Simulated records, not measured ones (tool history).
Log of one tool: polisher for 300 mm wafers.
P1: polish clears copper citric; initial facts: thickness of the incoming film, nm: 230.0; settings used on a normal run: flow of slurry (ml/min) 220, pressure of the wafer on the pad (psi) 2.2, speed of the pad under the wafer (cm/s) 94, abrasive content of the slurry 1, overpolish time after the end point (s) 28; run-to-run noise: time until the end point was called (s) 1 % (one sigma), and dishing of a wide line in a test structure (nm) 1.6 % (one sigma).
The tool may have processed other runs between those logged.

run   hour  flow of slurry (ml/min)  pressure of the wafer on the pad (psi)  speed of the pad under the wafer (cm/s)  abrasive content of the slurry  overpolish time after the end point (s)  time until the end point was called (s)  dishing of a wide line in a test structure (nm)
  1    8.9                      220                                     2.2                                       94                               1                                       28                                   139.42                                            27.51
  2   17.4                      220                                     2.2                                       94                               1                                       28                                   136.26                                             27.4
  3   24.4                      220                                     2.2                                       94                               1                                       28                                   140.16                                           27.857
  4   31.9                      135                                     2.2                                       94                               1                                       28                                   147.93                                           26.409
  5   36.8                      220                                     2.2                                       94                               1                                       28                                    139.2                                           27.654
  6   44.2                      220                                     2.2                                       44                               1                                       28                                   285.88                                            16.37
  7   49.4                      315                                     1.6                                       94                               1                                       28                                   180.57                                           22.906
  8     58                      220                                     2.2                                       94                               1                                       28                                   137.57                                           27.405
  9   62.5                      220                                     3.3                                       94                             0.6                                       28                                   105.48                                           34.656
 10   67.6                      220                                     2.2                                       94                               1                                       49                                   141.08                                           39.329
 11   75.1                      220                                     2.2                                       94                             0.5                                       28                                   161.58                                           24.999
 12   79.3                      295                                     2.2                                       94                               1                                       28                                   136.23                                            28.13
 13   87.5                      220                                     2.2                                       94                               1                                        8                                   142.58                                           9.8945
 14   93.9                      220                                     2.2                                      146                               1                                       28                                   90.802                                           36.474
 15   98.1                      220                                     2.2                                       94                             1.4                                       28                                    129.7                                           29.769
 16    102                      220                                     1.4                                       94                               1                                       28                                   214.96                                           19.545
 17  110.4                      220                                     3.3                                       94                               1                                       28                                    93.22                                           36.991
 18  115.2                      220                                     2.2                                       94                               1                                       28                                   139.37                                           28.856
 19  119.3                      220                                     2.2                                       94                               1                                       28                                   142.99                                           27.502

Estimate the outcome of run 20 from the log above:
 20  125.6                      220                                     2.2                                       94                               1                                       28                                        ?                                                ?

Run 20 gave time until the end point was called (s) 144.66, dishing of a wide line in a test structure (nm) 26.799.

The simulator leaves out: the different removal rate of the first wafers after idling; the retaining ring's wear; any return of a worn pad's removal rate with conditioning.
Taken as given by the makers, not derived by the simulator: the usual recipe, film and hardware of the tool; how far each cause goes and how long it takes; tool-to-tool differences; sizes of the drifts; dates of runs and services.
